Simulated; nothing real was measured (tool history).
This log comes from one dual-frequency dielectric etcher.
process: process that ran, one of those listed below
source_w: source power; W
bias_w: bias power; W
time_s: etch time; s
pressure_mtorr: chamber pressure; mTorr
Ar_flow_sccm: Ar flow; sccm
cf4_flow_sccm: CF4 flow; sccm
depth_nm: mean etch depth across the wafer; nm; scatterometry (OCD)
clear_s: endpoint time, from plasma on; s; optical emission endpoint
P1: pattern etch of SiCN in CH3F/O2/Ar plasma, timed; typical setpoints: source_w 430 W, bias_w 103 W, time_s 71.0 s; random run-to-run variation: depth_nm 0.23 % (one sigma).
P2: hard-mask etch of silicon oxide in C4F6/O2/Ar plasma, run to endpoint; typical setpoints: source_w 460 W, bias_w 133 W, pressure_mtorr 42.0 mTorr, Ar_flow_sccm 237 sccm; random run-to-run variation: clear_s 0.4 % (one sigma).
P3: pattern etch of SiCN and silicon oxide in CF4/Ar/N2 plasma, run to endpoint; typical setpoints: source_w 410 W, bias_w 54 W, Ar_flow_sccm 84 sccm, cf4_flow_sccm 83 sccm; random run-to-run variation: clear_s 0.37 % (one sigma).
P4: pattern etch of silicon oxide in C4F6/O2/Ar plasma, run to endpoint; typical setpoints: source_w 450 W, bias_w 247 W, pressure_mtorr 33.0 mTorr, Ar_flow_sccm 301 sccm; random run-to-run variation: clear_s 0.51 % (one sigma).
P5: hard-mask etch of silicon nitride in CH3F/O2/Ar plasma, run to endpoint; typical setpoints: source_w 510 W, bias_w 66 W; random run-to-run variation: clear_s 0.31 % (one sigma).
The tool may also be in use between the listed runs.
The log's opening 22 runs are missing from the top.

run 23 hour=205.4 | process=P5 source_w=510 bias_w=66 | clear_s=61.679
run 24 hour=217.4 | process=P4 source_w=450 bias_w=143 pressure_mtorr=33.0 Ar_flow_sccm=301 | clear_s=16.506
run 25 hour=223.2 | process=P2 source_w=460 bias_w=133 pressure_mtorr=42.0 Ar_flow_sccm=237 | clear_s=50.244
run 26 hour=235.7 | process=P1 source_w=430 bias_w=103 time_s=71.0 | depth_nm=31.776
run 27 hour=245.4 | process=P5 source_w=510 bias_w=51 | clear_s=66.805
run 28 hour=256.9 | process=P4 source_w=450 bias_w=247 pressure_mtorr=33.0 Ar_flow_sccm=301 | clear_s=13.933
run 29 hour=268.5 | process=P3 source_w=410 bias_w=54 Ar_flow_sccm=60 cf4_flow_sccm=83 | clear_s=22.549
run 30 hour=278.2 | process=P3 source_w=410 bias_w=36 Ar_flow_sccm=84 cf4_flow_sccm=83 | clear_s=26.511
run 31 hour=284.6 | process=P1 source_w=430 bias_w=140 time_s=71.0 | depth_nm=35.751
run 32 hour=292.3 | process=P5 source_w=510 bias_w=66 | clear_s=61.331
run 33 hour=304.4 | process=P1 source_w=430 bias_w=103 time_s=71.0 | depth_nm=31.820
run 34 hour=311.9 | process=P5 source_w=390 bias_w=66 | clear_s=68.160
run 35 hour=320.2 | process=P1 source_w=430 bias_w=103 time_s=71.0 | depth_nm=31.817
run 36 hour=326.5 | process=P1 source_w=430 bias_w=103 time_s=71.0 | depth_nm=32.008

For run 37, what comes out?
run 37 hour=338.3 | process=P1 source_w=430 bias_w=103 time_s=71.0 | depth_nm=?

Run 37 came out at depth_nm 32.106 nm.
